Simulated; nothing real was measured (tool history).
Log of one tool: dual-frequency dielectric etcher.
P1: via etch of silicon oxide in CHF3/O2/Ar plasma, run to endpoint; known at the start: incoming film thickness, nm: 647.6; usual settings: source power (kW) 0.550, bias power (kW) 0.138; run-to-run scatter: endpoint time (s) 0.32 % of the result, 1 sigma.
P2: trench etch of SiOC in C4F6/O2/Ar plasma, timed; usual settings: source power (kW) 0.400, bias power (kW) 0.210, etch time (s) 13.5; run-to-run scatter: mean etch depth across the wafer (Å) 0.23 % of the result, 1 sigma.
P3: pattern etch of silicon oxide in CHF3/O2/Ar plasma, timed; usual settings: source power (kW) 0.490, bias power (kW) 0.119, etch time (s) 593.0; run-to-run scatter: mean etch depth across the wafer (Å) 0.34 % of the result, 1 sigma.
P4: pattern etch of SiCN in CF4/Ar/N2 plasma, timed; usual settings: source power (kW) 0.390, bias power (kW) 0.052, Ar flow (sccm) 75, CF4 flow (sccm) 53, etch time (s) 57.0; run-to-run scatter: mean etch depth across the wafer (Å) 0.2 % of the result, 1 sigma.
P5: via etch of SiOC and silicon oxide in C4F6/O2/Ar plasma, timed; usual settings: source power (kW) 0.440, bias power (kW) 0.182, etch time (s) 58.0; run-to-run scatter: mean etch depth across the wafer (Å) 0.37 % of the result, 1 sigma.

run	day	process that ran	source power (kW)	bias power (kW)	Ar flow (sccm)	CF4 flow (sccm)	etch time (s)	endpoint time (s)	mean etch depth across the wafer (Å)
1	0.317	P1	0.550	0.138				388.20	
2	0.579	P1	0.750	0.138				342.32	
3	0.771	P4	0.390	0.052	75	66	57.0		409.92
4	0.996	P1	0.320	0.138				475.73	
5	1.254	P1	0.550	0.138				387.79	
6	1.621	P4	0.390	0.052	75	53	33.5		233.39
7	2.008	P5	0.440	0.120			58.0		598.97
8	2.208	P2	0.400	0.275			13.5		319.32
9	2.404	P2	0.400	0.210			18.5		398.97
10	2.642	P3	0.490	0.073			593.0		8382.50
11	2.896	P5	0.440	0.182			58.0		674.93
12	3.150	P5	0.440	0.182			78.5		912.07
13	3.496	P3	0.490	0.119			445.0		7251.40
14	3.825	P4	0.390	0.071	75	53	57.0		440.51
15	4.179	P1	0.330	0.088				541.65	
16	4.412	P3	0.490	0.119			593.0		9659.60
17	4.712	P3	0.380	0.119			593.0		8713.70
18	4.992	P1	0.550	0.138				386.09	
19	5.358	P4	0.390	0.052	105	53	57.0		373.39
20	5.671	P1	0.550	0.189				348.41	

Run 21 comes next. What will it give?
21	6.017	P4	0.390	0.052	75	53	57.0		?

{"run 21": {"mean etch depth across the wafer (Å)": 395.9}}
